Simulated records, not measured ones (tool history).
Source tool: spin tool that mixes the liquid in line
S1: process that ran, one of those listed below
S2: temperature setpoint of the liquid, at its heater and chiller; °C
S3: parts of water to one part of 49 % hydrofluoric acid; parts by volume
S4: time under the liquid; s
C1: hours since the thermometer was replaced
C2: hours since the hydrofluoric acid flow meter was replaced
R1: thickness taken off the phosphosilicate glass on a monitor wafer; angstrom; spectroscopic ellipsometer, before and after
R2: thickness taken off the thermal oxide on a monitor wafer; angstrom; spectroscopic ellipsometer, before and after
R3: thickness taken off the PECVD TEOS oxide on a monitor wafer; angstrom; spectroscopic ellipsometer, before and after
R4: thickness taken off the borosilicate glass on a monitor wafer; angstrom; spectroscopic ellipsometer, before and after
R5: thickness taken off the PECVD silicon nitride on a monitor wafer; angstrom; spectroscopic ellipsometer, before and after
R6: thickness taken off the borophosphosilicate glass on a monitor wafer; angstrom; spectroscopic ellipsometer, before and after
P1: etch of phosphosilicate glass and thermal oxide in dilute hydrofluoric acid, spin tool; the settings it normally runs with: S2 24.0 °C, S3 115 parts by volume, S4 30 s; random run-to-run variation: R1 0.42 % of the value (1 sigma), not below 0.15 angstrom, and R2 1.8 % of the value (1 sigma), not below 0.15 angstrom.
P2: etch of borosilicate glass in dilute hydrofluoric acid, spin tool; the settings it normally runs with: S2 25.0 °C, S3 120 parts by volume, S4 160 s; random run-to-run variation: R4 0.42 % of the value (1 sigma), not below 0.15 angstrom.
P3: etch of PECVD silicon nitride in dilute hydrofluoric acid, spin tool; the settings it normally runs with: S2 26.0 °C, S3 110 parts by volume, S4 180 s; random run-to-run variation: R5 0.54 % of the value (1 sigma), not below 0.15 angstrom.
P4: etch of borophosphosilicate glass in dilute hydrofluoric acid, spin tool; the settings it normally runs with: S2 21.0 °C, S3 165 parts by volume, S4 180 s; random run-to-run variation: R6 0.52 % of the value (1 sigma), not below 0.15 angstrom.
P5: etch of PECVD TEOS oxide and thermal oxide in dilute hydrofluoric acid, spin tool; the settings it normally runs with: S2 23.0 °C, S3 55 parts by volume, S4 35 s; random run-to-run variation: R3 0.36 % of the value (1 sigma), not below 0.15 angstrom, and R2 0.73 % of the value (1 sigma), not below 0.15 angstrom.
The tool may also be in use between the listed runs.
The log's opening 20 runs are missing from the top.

{"run": 21, "day": 11.462, "S1": "P1", "S2": 24.0, "S3": 115, "S4": 30, "C1": 132.6, "C2": 901.4, "R1": 517.93, "R2": 12.261}
{"run": 22, "day": 11.971, "S1": "P1", "S2": 24.0, "S3": 115, "S4": 30, "C1": 144.8, "C2": 913.6, "R1": 517.13, "R2": 12.145}
{"run": 23, "day": 12.567, "S1": "P3", "S2": 26.0, "S3": 185, "S4": 180, "C1": 159.1, "C2": 927.9, "R5": 57.267}
{"run": 24, "day": 13.121, "S1": "P4", "S2": 21.0, "S3": 165, "S4": 180, "C1": 172.4, "C2": 941.2, "R6": 262.22}
{"run": 25, "day": 13.858, "S1": "P1", "S2": 19.5, "S3": 115, "S4": 30, "C1": 190.1, "C2": 958.9, "R1": 433.94, "R2": 9.655}
{"run": 26, "day": 14.321, "S1": "P5", "S2": 27.5, "S3": 55, "S4": 35, "C1": 201.2, "C2": 970.0, "R2": 37.686, "R3": 146.98}
{"run": 27, "day": 14.796, "S1": "P4", "S2": 21.0, "S3": 40, "S4": 180, "C1": 212.6, "C2": 981.4, "R6": 1244.9}
{"run": 28, "day": 15.483, "S1": "P4", "S2": 21.0, "S3": 165, "S4": 180, "C1": 229.1, "C2": 997.9, "R6": 259.18}
{"run": 29, "day": 15.904, "S1": "P1", "S2": 24.0, "S3": 185, "S4": 30, "C1": 239.2, "C2": 1008.0, "R1": 297.6, "R2": 6.8467}
{"run": 30, "day": 16.346, "S1": "P1", "S2": 24.0, "S3": 25, "S4": 30, "C1": 249.8, "C2": 1018.6, "R1": 2692.6, "R2": 61.826}
{"run": 31, "day": 16.983, "S1": "P1", "S2": 24.0, "S3": 115, "S4": 30, "C1": 265.1, "C2": 1033.9, "R1": 520.23, "R2": 11.93}
{"run": 32, "day": 17.312, "S1": "P1", "S2": 24.0, "S3": 115, "S4": 30, "C1": 273.0, "C2": 1041.8, "R1": 508.92, "R2": 11.935}
{"run": 33, "day": 17.688, "S1": "P1", "S2": 24.0, "S3": 115, "S4": 30, "C1": 282.0, "C2": 1050.8, "R1": 498.24, "R2": 11.585}
{"run": 34, "day": 18.271, "S1": "P1", "S2": 24.0, "S3": 115, "S4": 30, "C1": 296.0, "C2": 1064.8, "R1": 489.08, "R2": 11.198}

What will run 35 give?
{"run": 35, "day": 18.983, "S1": "P1", "S2": 24.0, "S3": 115, "S4": 30, "C1": 313.1, "C2": 1081.9, "R1": "?", "R2": "?"}

R1: 478.00 angstrom
R2: 10.7990 angstrom

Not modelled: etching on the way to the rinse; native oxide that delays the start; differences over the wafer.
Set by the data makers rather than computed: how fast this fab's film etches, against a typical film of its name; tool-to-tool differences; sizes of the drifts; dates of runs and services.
